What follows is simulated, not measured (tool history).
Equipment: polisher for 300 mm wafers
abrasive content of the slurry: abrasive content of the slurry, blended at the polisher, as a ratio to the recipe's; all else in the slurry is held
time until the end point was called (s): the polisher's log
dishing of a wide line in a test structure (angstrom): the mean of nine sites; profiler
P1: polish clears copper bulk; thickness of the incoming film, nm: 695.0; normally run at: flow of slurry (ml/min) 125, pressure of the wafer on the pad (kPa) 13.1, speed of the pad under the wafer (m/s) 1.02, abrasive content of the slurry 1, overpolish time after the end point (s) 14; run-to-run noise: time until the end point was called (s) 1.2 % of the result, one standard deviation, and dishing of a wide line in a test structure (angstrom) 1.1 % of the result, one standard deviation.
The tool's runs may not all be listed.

| run | hour | flow of slurry (ml/min) | pressure of the wafer on the pad (kPa) | speed of the pad under the wafer (m/s) | abrasive content of the slurry | overpolish time after the end point (s) | wafers polished on this pad | hours since the slurry nozzle was cleaned | hours since the head pressure was calibrated | hours since the slurry blender was calibrated | time until the end point was called (s) | dishing of a wide line in a test structure (angstrom) |
|---|---|---|---|---|---|---|---|---|---|---|---|---|
| 1 | 4.2 | 125 | 13.1 | 1.02 | 1 | 14 | 164 | 222.3 | 651.2 | 70.3 | 122.59 | 470.26 |
| 2 | 8.9 | 125 | 13.1 | 1.58 | 1 | 14 | 213 | 227 | 655.9 | 75 | 79.946 | 619.01 |
| 3 | 17 | 125 | 13.1 | 1.02 | 1 | 14 | 297 | 235.1 | 664 | 83.1 | 123.77 | 473.78 |
| 4 | 21.9 | 125 | 13.1 | 1.02 | 0.5 | 14 | 348 | 240 | 668.9 | 88 | 140.96 | 424.31 |
| 5 | 29.8 | 125 | 9 | 1.02 | 0.7 | 14 | 430 | 247.9 | 676.8 | 95.9 | 193.93 | 330.61 |
| 6 | 37.2 | 125 | 13.1 | 1.02 | 1 | 14 | 507 | 255.3 | 684.2 | 103.3 | 122.73 | 470.64 |
| 7 | 45.3 | 125 | 13.1 | 1.02 | 1 | 14 | 591 | 263.4 | 692.3 | 111.4 | 121.75 | 476.22 |
| 8 | 53.5 | 125 | 13.1 | 1.02 | 1.25 | 14 | 676 | 271.6 | 700.5 | 119.6 | 116.51 | 493.83 |
| 9 | 58 | 125 | 13.1 | 1.02 | 1 | 27 | 723 | 276.1 | 705 | 124.1 | 122.33 | 679.82 |
| 10 | 62.2 | 125 | 20.7 | 1.02 | 1 | 14 | 766 | 280.3 | 709.2 | 128.3 | 78.252 | 657.51 |
| 11 | 70.1 | 75 | 13.1 | 1.02 | 1 | 14 | 848 | 288.2 | 717.1 | 136.2 | 139.27 | 432.59 |
| 12 | 76.6 | 170 | 13.1 | 1.02 | 1 | 14 | 916 | 294.7 | 723.6 | 142.7 | 115.7 | 483.3 |
| 13 | 84.7 | 155 | 6.9 | 1.02 | 1 | 14 | 1000 | 302.8 | 731.7 | 150.8 | 225.22 | 284.66 |
| 14 | 90.7 | 125 | 13.1 | 1.02 | 1 | 8 | 1062 | 308.8 | 737.7 | 156.8 | 122.93 | 304.92 |
| 15 | 95.2 | 125 | 13.1 | 0.62 | 1 | 14 | 1109 | 313.3 | 742.2 | 161.3 | 198.67 | 326.98 |
| 16 | 100.7 | 125 | 6.2 | 1.02 | 1 | 14 | 1166 | 318.8 | 747.7 | 166.8 | 260 | 254.59 |
| 17 | 108.9 | 125 | 13.1 | 1.02 | 1 | 14 | 1251 | 327 | 755.9 | 175 | 121.42 | 467.31 |
| 18 | 113.3 | 125 | 13.1 | 1.02 | 1 | 14 | 1297 | 331.4 | 760.3 | 179.4 | 125.26 | 460.97 |
| 19 | 119.3 | 125 | 13.1 | 1.02 | 1 | 14 | 1359 | 337.4 | 766.3 | 185.4 | 130.1 | 454.47 |
|  | 122.8 | head pressure recalibrated |
| 20 | 124.7 | 125 | 13.1 | 1.02 | 1 | 14 | 1415 | 342.8 | 2 | 190.8 | 128.91 | 446.68 |
| 21 | 130.3 | 125 | 13.1 | 1.02 | 1 | 14 | 1473 | 348.4 | 7.6 | 196.4 | 130.08 | 445.41 |
|  | 134.9 | slurry blender recalibrated |
| 22 | 136 | 125 | 13.1 | 1.02 | 1 | 14 | 1532 | 354.1 | 13.3 | 1.2 | 131.03 | 443.76 |
| 23 | 144.1 | 125 | 13.1 | 1.02 | 1 | 14 | 1617 | 362.2 | 21.4 | 9.3 | 130.02 | 450.09 |

What P1 gives has crept off from where it sat before. The 2 causes that follow fit the log equally well, each at the size noted:
A: removal rate lost through wear of the pad, % = 7.35
B: slurry flow missing at the pad, % = 27.6
At approximately hour 108.9, the process output began to creep.
The rest of the possible causes, and what rules out each one:
head's pressure below its setpoint, %: serviced at hour 122.8, after the drift had started, without restoring the earlier output
abrasive missing from the slurry, %: serviced at hour 134.9, after the drift had started, without restoring the earlier output

Below are 4 check runs, each averaged over 5 wafers, with their results shown as question marks. Which of them would give clearly different results depending on which cause is behind the drift?
| check 1 | 152.2 | 125 | 6.9 | 1.02 | 0.55 | 14 |  |  |  |  | ? | ? |
| check 2 | 152.2 | 75 | 19.3 | 1.02 | 1 | 14 |  |  |  |  | ? | ? |
| check 3 | 152.2 | 125 | 13.1 | 1.28 | 1 | 23 |  |  |  |  | ? | ? |
| check 4 | 152.2 | 125 | 20.7 | 1.02 | 1 | 24 |  |  |  |  | ? | ? |

Predicted outcomes, by check and by cause:
| check | result | if A | if B |
|---|---|---|---|
| check 1 | time until the end point was called (s) | 284.17 | 284.18 |
| check 1 | dishing of a wide line in a test structure (angstrom) | 237.92 | 237.91 |
| check 2 | time until the end point was called (s) | 102.34 | 106.69 |
| check 2 | dishing of a wide line in a test structure (angstrom) | 544.35 | 529.7 |
| check 3 | time until the end point was called (s) | 105.34 | 105.34 |
| check 3 | dishing of a wide line in a test structure (angstrom) | 680.02 | 680.01 |
| check 4 | time until the end point was called (s) | 83.72 | 83.724 |
| check 4 | dishing of a wide line in a test structure (angstrom) | 806.82 | 806.81 |
Minimum pairwise separation of causes per check, each pair taken at its best-separating result: check 1 0 %; check 2 4.17 %; check 3 0 %; check 4 0 %
The causes can be told apart only by check 2. The other checks would give nearly the same results under each of them.

Then check 2 was run and gave: time until the end point was called (s) 101.83; dishing of a wide line in a test structure (angstrom) 541.18. Which cause is it?

The correct cause is A, namely: removal rate lost through wear of the pad, %.
